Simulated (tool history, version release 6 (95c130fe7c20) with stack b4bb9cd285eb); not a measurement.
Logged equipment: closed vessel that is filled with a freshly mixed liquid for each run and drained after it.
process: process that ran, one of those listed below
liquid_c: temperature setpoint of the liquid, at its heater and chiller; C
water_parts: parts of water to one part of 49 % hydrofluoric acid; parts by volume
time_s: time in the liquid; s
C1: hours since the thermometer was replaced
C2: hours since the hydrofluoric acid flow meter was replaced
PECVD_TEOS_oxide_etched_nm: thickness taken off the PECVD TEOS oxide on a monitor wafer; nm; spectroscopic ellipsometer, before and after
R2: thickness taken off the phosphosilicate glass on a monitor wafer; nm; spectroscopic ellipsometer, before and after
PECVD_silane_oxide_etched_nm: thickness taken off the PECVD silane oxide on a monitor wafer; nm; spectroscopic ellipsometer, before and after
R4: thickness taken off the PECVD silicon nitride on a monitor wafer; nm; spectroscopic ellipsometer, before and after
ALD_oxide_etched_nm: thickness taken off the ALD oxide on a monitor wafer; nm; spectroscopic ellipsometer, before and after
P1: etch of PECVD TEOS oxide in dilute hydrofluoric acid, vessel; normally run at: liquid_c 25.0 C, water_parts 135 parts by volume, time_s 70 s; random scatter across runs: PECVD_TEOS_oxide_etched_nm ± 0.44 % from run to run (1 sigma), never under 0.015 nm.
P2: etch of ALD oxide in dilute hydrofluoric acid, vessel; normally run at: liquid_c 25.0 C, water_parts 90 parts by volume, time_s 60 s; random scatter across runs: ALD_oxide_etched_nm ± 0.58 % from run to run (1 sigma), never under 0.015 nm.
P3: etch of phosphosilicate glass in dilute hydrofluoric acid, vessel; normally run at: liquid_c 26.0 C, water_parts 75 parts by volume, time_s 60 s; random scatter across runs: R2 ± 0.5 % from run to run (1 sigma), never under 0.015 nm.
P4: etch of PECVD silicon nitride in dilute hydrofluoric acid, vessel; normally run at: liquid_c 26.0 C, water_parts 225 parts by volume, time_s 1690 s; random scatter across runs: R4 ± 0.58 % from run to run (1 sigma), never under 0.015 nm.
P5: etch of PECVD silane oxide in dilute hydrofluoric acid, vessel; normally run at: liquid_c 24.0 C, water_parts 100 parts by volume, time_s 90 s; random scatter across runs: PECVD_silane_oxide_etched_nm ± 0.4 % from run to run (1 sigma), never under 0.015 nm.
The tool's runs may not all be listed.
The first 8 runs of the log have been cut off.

Run 9, hour 46.8: process P1, liquid_c 25.0 C, water_parts 40 parts by volume, time_s 70 s; C1 778.3; C2 363.1. Result: PECVD_TEOS_oxide_etched_nm 18.4570 nm.
Run 10, hour 52.9: process P2, liquid_c 25.0 C, water_parts 145 parts by volume, time_s 60 s; C1 784.4; C2 369.2. Result: ALD_oxide_etched_nm 4.8071 nm.
Run 11, hour 57.4: process P1, liquid_c 18.0 C, water_parts 135 parts by volume, time_s 70 s; C1 788.9; C2 373.7. Result: PECVD_TEOS_oxide_etched_nm 3.6679 nm.
Run 12, hour 65.6: process P2, liquid_c 25.0 C, water_parts 90 parts by volume, time_s 60 s; C1 797.1; C2 381.9. Result: ALD_oxide_etched_nm 8.2461 nm.
Run 13, hour 73.1: process P1, liquid_c 25.0 C, water_parts 135 parts by volume, time_s 70 s; C1 804.6; C2 389.4. Result: PECVD_TEOS_oxide_etched_nm 4.8387 nm.
Run 14, hour 78.6: process P1, liquid_c 25.0 C, water_parts 135 parts by volume, time_s 70 s; C1 810.1; C2 394.9. Result: PECVD_TEOS_oxide_etched_nm 4.8106 nm.
Run 15, hour 83.8: process P1, liquid_c 25.0 C, water_parts 135 parts by volume, time_s 125 s; C1 815.3; C2 400.1. Result: PECVD_TEOS_oxide_etched_nm 8.6547 nm.
Run 16, hour 88.3: process P5, liquid_c 24.0 C, water_parts 100 parts by volume, time_s 160 s; C1 819.8; C2 404.6. Result: PECVD_silane_oxide_etched_nm 37.778 nm.
Run 17, hour 95.2: process P4, liquid_c 26.0 C, water_parts 225 parts by volume, time_s 1690 s; C1 826.7; C2 411.5. Result: R4 46.308 nm.
Run 18, hour 99.9: process P1, liquid_c 25.0 C, water_parts 135 parts by volume, time_s 70 s; C1 831.4; C2 416.2. Result: PECVD_TEOS_oxide_etched_nm 4.8847 nm.
Run 19, hour 108.2: process P3, liquid_c 26.0 C, water_parts 130 parts by volume, time_s 60 s; C1 839.7; C2 424.5. Result: R2 82.889 nm.
Run 20, hour 111.9: process P3, liquid_c 34.0 C, water_parts 75 parts by volume, time_s 60 s; C1 843.4; C2 428.2. Result: R2 209.440 nm.
Run 21, hour 118.7: process P2, liquid_c 29.5 C, water_parts 90 parts by volume, time_s 60 s; C1 850.2; C2 435.0. Result: ALD_oxide_etched_nm 9.9866 nm.
Run 22, hour 124.8: process P4, liquid_c 26.0 C, water_parts 225 parts by volume, time_s 435 s; C1 856.3; C2 441.1. Result: R4 11.983 nm.
Run 23, hour 132.9: process P4, liquid_c 26.0 C, water_parts 85 parts by volume, time_s 1690 s; C1 864.4; C2 449.2. Result: R4 122.490 nm.
Run 24, hour 138.7: process P2, liquid_c 25.0 C, water_parts 90 parts by volume, time_s 120 s; C1 870.2; C2 455.0. Result: ALD_oxide_etched_nm 16.6790 nm.
Run 25, hour 144.1: process P1, liquid_c 17.0 C, water_parts 50 parts by volume, time_s 70 s; C1 875.6; C2 460.4. Result: PECVD_TEOS_oxide_etched_nm 10.3440 nm.
Run 26, hour 151.2: process P5, liquid_c 24.0 C, water_parts 100 parts by volume, time_s 90 s; C1 882.7; C2 467.5. Result: PECVD_silane_oxide_etched_nm 21.247 nm.
Run 27, hour 155.1: process P1, liquid_c 25.0 C, water_parts 135 parts by volume, time_s 70 s; C1 886.6; C2 471.4. Result: PECVD_TEOS_oxide_etched_nm 4.8208 nm.
Run 28, hour 159.8: process P1, liquid_c 33.0 C, water_parts 135 parts by volume, time_s 70 s; C1 891.3; C2 476.1. Result: PECVD_TEOS_oxide_etched_nm 6.4632 nm.
Run 29, hour 167.0: process P1, liquid_c 25.0 C, water_parts 135 parts by volume, time_s 35 s; C1 898.5; C2 483.3. Result: PECVD_TEOS_oxide_etched_nm 2.4163 nm.
Run 30, hour 173.2: process P1, liquid_c 25.0 C, water_parts 135 parts by volume, time_s 70 s; C1 904.7; C2 489.5. Result: PECVD_TEOS_oxide_etched_nm 4.8009 nm.

For run 31, what comes out?
Run 31, hour 177.7: process P1, liquid_c 25.0 C, water_parts 135 parts by volume, time_s 70 s; C1 909.2; C2 494.0. Result: PECVD_TEOS_oxide_etched_nm ?.

Run 31 measured PECVD_TEOS_oxide_etched_nm 4.7190 nm.
